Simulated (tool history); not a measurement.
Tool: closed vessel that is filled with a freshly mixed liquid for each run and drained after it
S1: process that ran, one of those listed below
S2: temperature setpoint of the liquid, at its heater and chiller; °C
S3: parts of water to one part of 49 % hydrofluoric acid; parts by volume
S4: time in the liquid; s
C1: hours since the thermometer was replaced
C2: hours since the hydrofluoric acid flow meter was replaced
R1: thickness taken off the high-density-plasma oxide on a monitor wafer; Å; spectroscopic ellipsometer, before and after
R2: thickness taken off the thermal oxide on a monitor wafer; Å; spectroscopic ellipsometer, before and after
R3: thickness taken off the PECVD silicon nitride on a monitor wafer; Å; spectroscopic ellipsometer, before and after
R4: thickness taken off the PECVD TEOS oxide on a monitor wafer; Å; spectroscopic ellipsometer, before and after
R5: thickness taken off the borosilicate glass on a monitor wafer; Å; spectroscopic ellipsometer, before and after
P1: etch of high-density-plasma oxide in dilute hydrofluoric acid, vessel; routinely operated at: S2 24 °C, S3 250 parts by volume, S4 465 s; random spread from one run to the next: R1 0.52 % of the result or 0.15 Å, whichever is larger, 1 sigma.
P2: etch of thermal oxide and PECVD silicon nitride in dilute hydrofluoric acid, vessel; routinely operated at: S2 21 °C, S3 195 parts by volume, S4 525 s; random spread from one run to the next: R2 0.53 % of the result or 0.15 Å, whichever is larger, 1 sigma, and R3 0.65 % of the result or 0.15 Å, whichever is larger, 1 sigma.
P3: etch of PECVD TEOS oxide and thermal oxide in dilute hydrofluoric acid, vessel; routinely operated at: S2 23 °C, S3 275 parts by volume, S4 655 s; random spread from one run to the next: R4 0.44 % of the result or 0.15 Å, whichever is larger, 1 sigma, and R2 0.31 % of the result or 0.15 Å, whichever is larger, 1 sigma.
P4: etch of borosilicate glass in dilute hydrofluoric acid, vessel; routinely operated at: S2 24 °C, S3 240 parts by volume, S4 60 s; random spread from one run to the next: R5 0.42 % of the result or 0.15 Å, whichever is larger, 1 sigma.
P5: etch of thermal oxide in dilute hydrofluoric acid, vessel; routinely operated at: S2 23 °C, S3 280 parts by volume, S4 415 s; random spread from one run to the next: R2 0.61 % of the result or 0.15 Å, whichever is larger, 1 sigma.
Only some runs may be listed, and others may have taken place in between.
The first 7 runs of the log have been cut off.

{"run": 8, "day": 1.192, "S1": "P1", "S2": 24, "S3": 440, "S4": 465, "C1": 912, "C2": 298.1, "R1": 71.685}
{"run": 9, "day": 1.333, "S1": "P3", "S2": 23, "S3": 275, "S4": 135, "C1": 915.4, "C2": 301.5, "R2": 17.405, "R4": 56.078}
{"run": 10, "day": 1.471, "S1": "P1", "S2": 17.5, "S3": 105, "S4": 465, "C1": 918.7, "C2": 304.8, "R1": 326.64}
{"run": 11, "day": 1.65, "S1": "P5", "S2": 23, "S3": 280, "S4": 185, "C1": 923, "C2": 309.1, "R2": 25.318}
{"run": 12, "day": 1.829, "S1": "P1", "S2": 24, "S3": 250, "S4": 710, "C1": 927.3, "C2": 313.4, "R1": 230.65}
{"run": 13, "day": 1.929, "S1": "P3", "S2": 29, "S3": 275, "S4": 655, "C1": 929.7, "C2": 315.8, "R2": 105.28, "R4": 332.65}
{"run": 14, "day": 2.029, "S1": "P4", "S2": 31.5, "S3": 240, "S4": 60, "C1": 932.1, "C2": 318.2, "R5": 116.94}
{"run": 15, "day": 2.121, "S1": "P3", "S2": 23, "S3": 475, "S4": 655, "C1": 934.3, "C2": 320.4, "R2": 41.35, "R4": 131.37}
{"run": 16, "day": 2.246, "S1": "P1", "S2": 24, "S3": 250, "S4": 70, "C1": 937.3, "C2": 323.4, "R1": 22.775}
{"run": 17, "day": 2.404, "S1": "P1", "S2": 24, "S3": 250, "S4": 465, "C1": 941.1, "C2": 327.2, "R1": 151.62}
{"run": 18, "day": 2.575, "S1": "P2", "S2": 21, "S3": 345, "S4": 525, "C1": 945.2, "C2": 331.3, "R2": 56.037, "R3": 27.087}
{"run": 19, "day": 2.758, "S1": "P1", "S2": 18, "S3": 250, "S4": 465, "C1": 949.6, "C2": 335.7, "R1": 121.47}
{"run": 20, "day": 2.888, "S1": "P2", "S2": 21, "S3": 195, "S4": 525, "C1": 952.7, "C2": 338.8, "R2": 116.42, "R3": 47.486}
{"run": 21, "day": 3.008, "S1": "P1", "S2": 30.5, "S3": 125, "S4": 465, "C1": 955.6, "C2": 341.7, "R1": 443.52}
{"run": 22, "day": 3.092, "S1": "P1", "S2": 24, "S3": 250, "S4": 465, "C1": 957.6, "C2": 343.7, "R1": 150.47}
{"run": 23, "day": 3.233, "S1": "P5", "S2": 23, "S3": 170, "S4": 415, "C1": 961, "C2": 347.1, "R2": 107.41}
{"run": 24, "day": 3.329, "S1": "P1", "S2": 24, "S3": 45, "S4": 465, "C1": 963.3, "C2": 349.4, "R1": 1066.6}
{"run": 25, "day": 3.512, "S1": "P1", "S2": 28, "S3": 250, "S4": 720, "C1": 967.7, "C2": 353.8, "R1": 268.54}
{"run": 26, "day": 3.696, "S1": "P4", "S2": 24, "S3": 240, "S4": 60, "C1": 972.1, "C2": 358.2, "R5": 91.252}
{"run": 27, "day": 3.879, "S1": "P4", "S2": 24, "S3": 430, "S4": 60, "C1": 976.5, "C2": 362.6, "R5": 42.257}
{"run": 28, "day": 4.021, "S1": "P3", "S2": 23, "S3": 275, "S4": 655, "C1": 979.9, "C2": 366, "R2": 85.497, "R4": 271.05}
{"run": 29, "day": 4.121, "S1": "P5", "S2": 23, "S3": 280, "S4": 415, "C1": 982.3, "C2": 368.4, "R2": 57.848}
{"run": 30, "day": 4.275, "S1": "P2", "S2": 21, "S3": 195, "S4": 815, "C1": 986, "C2": 372.1, "R2": 178.69, "R3": 73.622}

What does the tool deliver on the next run?
{"run": 31, "day": 4.392, "S1": "P1", "S2": 24, "S3": 250, "S4": 465, "C1": 988.8, "C2": 374.9, "R1": "?"}

Run 31 yielded R1 150.87 Å.

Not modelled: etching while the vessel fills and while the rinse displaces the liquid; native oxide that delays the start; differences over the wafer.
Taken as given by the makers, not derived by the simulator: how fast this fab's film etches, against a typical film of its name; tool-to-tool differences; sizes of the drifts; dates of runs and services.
